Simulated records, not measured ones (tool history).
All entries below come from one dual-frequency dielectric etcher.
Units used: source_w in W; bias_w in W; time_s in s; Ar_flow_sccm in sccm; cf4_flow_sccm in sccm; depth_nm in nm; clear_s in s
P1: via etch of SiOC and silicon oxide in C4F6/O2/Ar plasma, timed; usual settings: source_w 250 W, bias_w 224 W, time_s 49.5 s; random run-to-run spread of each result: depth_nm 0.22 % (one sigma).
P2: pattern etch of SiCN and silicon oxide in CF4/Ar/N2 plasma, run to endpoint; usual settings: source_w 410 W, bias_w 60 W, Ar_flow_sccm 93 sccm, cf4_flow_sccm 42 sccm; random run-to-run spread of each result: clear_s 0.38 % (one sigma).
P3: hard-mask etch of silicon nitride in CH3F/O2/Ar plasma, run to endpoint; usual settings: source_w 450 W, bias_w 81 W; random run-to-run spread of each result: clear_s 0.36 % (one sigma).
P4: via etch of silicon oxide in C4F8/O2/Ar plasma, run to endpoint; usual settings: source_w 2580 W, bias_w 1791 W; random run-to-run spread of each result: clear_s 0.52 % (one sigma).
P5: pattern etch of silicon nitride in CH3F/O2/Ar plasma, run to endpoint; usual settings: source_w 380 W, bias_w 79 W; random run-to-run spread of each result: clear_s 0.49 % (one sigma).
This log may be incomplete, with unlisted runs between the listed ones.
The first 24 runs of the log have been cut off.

run   hour  process  source_w  bias_w  time_s  Ar_flow_sccm  cf4_flow_sccm  hours since the last wet clean  hours since the last source power generator calibration  hours since the last bias power generator calibration  depth_nm  clear_s
 25  105.9       P1       180     224    67.5                                                         29.8                                                   2806.4                                                   24.8    62.549
 26  111.7       P4      1580    1791                                                                 35.6                                                   2812.2                                                   30.6             284.59
 27  114.8       P4      2580    1791                                                                 38.7                                                   2815.3                                                   33.7             232.34
 28  119.9       P1       250     224    49.5                                                         43.8                                                   2820.4                                                   38.8    51.812
 29  124.2       P1       250     224    49.5                                                         48.1                                                   2824.7                                                   43.1    52.044
 30  127.4       P1       250     224    49.5                                                         51.3                                                   2827.9                                                   46.3    52.161
 31  130.9       P1       250     224    49.5                                                         54.8                                                   2831.4                                                   49.8    52.418
     134.1  -- wet clean of the chamber
 32  134.9       P1       250     224    49.5                                                          0.9                                                   2835.4                                                   53.8    52.693

The next listed run, before its measurement:
 33  137.7       P1       250     224    49.5                                                          3.7                                                   2838.2                                                   56.6         ?

{"run 33": {"depth_nm": 52.665}}

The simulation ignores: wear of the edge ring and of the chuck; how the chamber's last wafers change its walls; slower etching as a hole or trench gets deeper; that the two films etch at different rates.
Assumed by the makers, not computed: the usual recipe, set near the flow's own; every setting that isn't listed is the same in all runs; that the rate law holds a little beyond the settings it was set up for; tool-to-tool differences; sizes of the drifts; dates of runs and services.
